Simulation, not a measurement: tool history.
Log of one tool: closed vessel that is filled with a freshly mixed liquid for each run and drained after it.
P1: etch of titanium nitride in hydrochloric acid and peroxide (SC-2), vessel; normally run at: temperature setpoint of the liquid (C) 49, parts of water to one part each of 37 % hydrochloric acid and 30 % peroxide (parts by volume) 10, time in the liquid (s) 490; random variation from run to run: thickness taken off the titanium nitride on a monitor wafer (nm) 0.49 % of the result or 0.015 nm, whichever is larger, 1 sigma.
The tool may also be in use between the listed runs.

run	hour	temperature setpoint of the liquid (C)	parts of water to one part each of 37 % hydrochloric acid and 30 % peroxide (parts by volume)	time in the liquid (s)	hours since the thermometer was replaced	hours since the chemicals flow meter was replaced	hours since the drum of peroxide was connected	thickness taken off the titanium nitride on a monitor wafer (nm)
1	6.3	49	10	490	921	355.3	636.1	9.1973
2	11.2	49	10	490	925.9	360.2	641	9.1435
3	18.1	35	10	490	932.8	367.1	647.9	3.4246
4	23.3	49	10	490	938	372.3	653.1	9.1296
5	27.5	35	10	255	942.2	376.5	657.3	1.8119
6	31.2	49	10	30	945.9	380.2	661	0.5224
7	36.1	39	17	490	950.8	385.1	665.9	2.9191
8	40	49	17.5	490	954.7	389	669.8	5.5849
# hour 43.2: thermometer replaced
9	44.8	49	10	490	1.7	393.8	674.6	9.098
10	48.6	49	4	490	5.5	397.6	678.4	18.365
11	55.5	49	10	490	12.4	404.5	685.3	9.13
12	59.3	49	6.5	235	16.2	408.3	689.1	6.2197
13	63.1	59	10	490	20	412.1	692.9	17.559
14	67.2	49	10	960	24.1	416.2	697	17.996
15	72.7	49	10	490	29.6	421.7	702.5	9.2075
16	80.3	49	10	490	37.2	429.3	710.1	9.1462
17	88.1	49	10	490	45	437.1	717.9	9.4294

Forecast run 18:
18	95.7	49	10	490	52.6	444.7	725.5	?

thickness taken off the titanium nitride on a monitor wafer (nm): 9.72
